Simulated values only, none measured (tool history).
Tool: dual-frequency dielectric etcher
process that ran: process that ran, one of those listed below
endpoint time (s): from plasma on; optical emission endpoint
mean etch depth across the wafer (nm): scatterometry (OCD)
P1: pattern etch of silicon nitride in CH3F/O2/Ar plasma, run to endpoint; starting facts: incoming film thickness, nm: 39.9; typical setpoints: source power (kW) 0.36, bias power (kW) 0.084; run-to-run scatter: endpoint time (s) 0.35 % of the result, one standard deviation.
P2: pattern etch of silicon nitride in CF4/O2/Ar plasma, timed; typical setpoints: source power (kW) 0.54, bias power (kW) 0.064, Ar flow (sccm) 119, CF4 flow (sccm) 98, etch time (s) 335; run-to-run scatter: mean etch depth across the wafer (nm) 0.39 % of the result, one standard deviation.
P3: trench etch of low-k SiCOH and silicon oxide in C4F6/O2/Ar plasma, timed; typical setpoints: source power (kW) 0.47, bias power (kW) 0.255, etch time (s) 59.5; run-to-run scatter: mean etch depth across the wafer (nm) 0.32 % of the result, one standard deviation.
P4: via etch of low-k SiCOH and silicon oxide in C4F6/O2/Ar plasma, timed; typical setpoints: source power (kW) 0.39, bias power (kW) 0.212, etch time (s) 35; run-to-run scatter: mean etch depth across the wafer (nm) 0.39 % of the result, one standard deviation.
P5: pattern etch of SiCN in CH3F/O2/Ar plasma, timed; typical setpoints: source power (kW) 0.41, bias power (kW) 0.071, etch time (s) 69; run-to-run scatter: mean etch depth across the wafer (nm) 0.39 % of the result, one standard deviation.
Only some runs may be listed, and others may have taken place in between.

| run | day | process that ran | source power (kW) | bias power (kW) | etch time (s) | Ar flow (sccm) | CF4 flow (sccm) | endpoint time (s) | mean etch depth across the wafer (nm) |
|---|---|---|---|---|---|---|---|---|---|
| 1 | 0.346 | P1 | 0.36 | 0.084 |  |  |  | 57.696 |  |
| 2 | 0.692 | P4 | 0.27 | 0.212 | 35 |  |  |  | 74.603 |
| 3 | 1.154 | P4 | 0.39 | 0.212 | 35 |  |  |  | 85.782 |
| 4 | 1.421 | P3 | 0.47 | 0.255 | 59.5 |  |  |  | 230.37 |
| 5 | 1.742 | P5 | 0.41 | 0.071 | 84 |  |  |  | 32.053 |
| 6 | 2.125 | P5 | 0.41 | 0.056 | 69 |  |  |  | 24.165 |
| 7 | 2.562 | P2 | 0.54 | 0.064 | 335 | 164 | 98 |  | 701.39 |
| 8 | 3 | P2 | 0.54 | 0.064 | 335 | 119 | 120 |  | 743.36 |
| 9 | 3.342 | P1 | 0.36 | 0.084 |  |  |  | 57.657 |  |
| 10 | 3.642 | P1 | 0.36 | 0.084 |  |  |  | 57.844 |  |
| 11 | 3.892 | P2 | 0.54 | 0.064 | 195.5 | 119 | 98 |  | 425.92 |
| 12 | 4.346 | P1 | 0.43 | 0.104 |  |  |  | 49.625 |  |
| 13 | 4.725 | P1 | 0.36 | 0.084 |  |  |  | 57.733 |  |
| 14 | 4.942 | P4 | 0.39 | 0.124 | 35 |  |  |  | 72.707 |
|  | 5.271 | source power generator calibrated |
| 15 | 5.321 | P1 | 0.44 | 0.084 |  |  |  | 53.826 |  |
| 16 | 5.692 | P1 | 0.46 | 0.11 |  |  |  | 47.613 |  |
| 17 | 6.129 | P3 | 0.47 | 0.255 | 88.5 |  |  |  | 340.95 |
| 18 | 6.492 | P2 | 0.54 | 0.064 | 335 | 119 | 98 |  | 735.04 |
| 19 | 6.908 | P4 | 0.39 | 0.212 | 25 |  |  |  | 61.489 |
| 20 | 7.388 | P1 | 0.36 | 0.084 |  |  |  | 58.035 |  |
| 21 | 7.667 | P2 | 0.54 | 0.064 | 335 | 119 | 98 |  | 730.65 |
| 22 | 7.904 | P5 | 0.29 | 0.071 | 69 |  |  |  | 23.152 |
| 23 | 8.383 | P1 | 0.36 | 0.084 |  |  |  | 57.756 |  |
| 24 | 8.721 | P3 | 0.62 | 0.255 | 59.5 |  |  |  | 255.88 |
| 25 | 9.1 | P3 | 0.47 | 0.179 | 59.5 |  |  |  | 206.34 |
| 26 | 9.492 | P1 | 0.36 | 0.084 |  |  |  | 57.702 |  |
| 27 | 9.971 | P1 | 0.36 | 0.109 |  |  |  | 52.527 |  |
| 28 | 10.458 | P1 | 0.29 | 0.084 |  |  |  | 62.677 |  |
| 29 | 10.862 | P5 | 0.41 | 0.071 | 69 |  |  |  | 26.353 |
| 30 | 11.254 | P2 | 0.54 | 0.05 | 335 | 119 | 98 |  | 666.19 |
| 31 | 11.612 | P2 | 0.38 | 0.064 | 335 | 119 | 98 |  | 542.81 |
| 32 | 11.896 | P1 | 0.36 | 0.054 |  |  |  | 66.885 |  |
| 33 | 12.212 | P1 | 0.36 | 0.084 |  |  |  | 57.756 |  |
| 34 | 12.621 | P1 | 0.36 | 0.084 |  |  |  | 57.303 |  |
| 35 | 12.938 | P1 | 0.36 | 0.084 |  |  |  | 57.614 |  |
| 36 | 13.212 | P1 | 0.36 | 0.084 |  |  |  | 57.142 |  |
| 37 | 13.625 | P1 | 0.36 | 0.084 |  |  |  | 57.029 |  |
|  | 14.1 | wet clean of the chamber |
| 38 | 14.1 | P1 | 0.36 | 0.084 |  |  |  | 56.63 |  |
| 39 | 14.396 | P1 | 0.36 | 0.084 |  |  |  | 57.136 |  |
| 40 | 14.629 | P1 | 0.36 | 0.084 |  |  |  | 56.826 |  |
| 41 | 14.983 | P1 | 0.36 | 0.084 |  |  |  | 56.947 |  |
| 42 | 15.454 | P1 | 0.36 | 0.084 |  |  |  | 56.85 |  |
| 43 | 15.788 | P1 | 0.36 | 0.084 |  |  |  | 56.953 |  |
| 44 | 16.138 | P1 | 0.36 | 0.084 |  |  |  | 56.644 |  |

Compared with where it was, what P1 gives has crept away. Each cause listed below fits the log as well as the rest, at the size given for it:
A: source power that arrives over what is set, % = 4.73
B: bias power that arrives over what is set, % = 4.95
The onset of the drift is placed at about day 12.212.
Each remaining cause and why it is not a fit:
chamber walls in a state that raises the etch rate, %: work on it at day 14.1, done after the drift set in, did not restore what the process gave before

You are offered 4 check runs, listed below with question marks in place of their results; each one averages 2 wafers. Which run separates the listed causes by giving clearly different results for each?
| check 1 | 16.488 | P4 | 0.39 | 0.212 | 35 |  |  |  | ? |
| check 2 | 16.488 | P3 | 0.47 | 0.255 | 59.5 |  |  |  | ? |
| check 3 | 16.488 | P5 | 0.41 | 0.071 | 69 |  |  |  | ? |
| check 4 | 16.488 | P2 | 0.54 | 0.064 | 335 | 119 | 98 |  | ? |

Expected result of each check under each candidate cause:
| check | result | if A | if B |
|---|---|---|---|
| check 1 | mean etch depth across the wafer (nm) | 87.46 | 87.292 |
| check 2 | mean etch depth across the wafer (nm) | 234.07 | 233.74 |
| check 3 | mean etch depth across the wafer (nm) | 26.804 | 26.795 |
| check 4 | mean etch depth across the wafer (nm) | 762.72 | 747.2 |
Per check, the gap between the least separated pair of causes, taken in the result that splits them most: check 1 0.19 %; check 2 0.14 %; check 3 0.03 %; check 4 2.06 %
Only in check 4 would the causes give clearly different results; in the remaining checks their results would be nearly the same.

With check 4 done, the readings were: mean etch depth across the wafer (nm) 759.08. Identify which of the listed causes applies.

It was cause A: source power that arrives over what is set, %.

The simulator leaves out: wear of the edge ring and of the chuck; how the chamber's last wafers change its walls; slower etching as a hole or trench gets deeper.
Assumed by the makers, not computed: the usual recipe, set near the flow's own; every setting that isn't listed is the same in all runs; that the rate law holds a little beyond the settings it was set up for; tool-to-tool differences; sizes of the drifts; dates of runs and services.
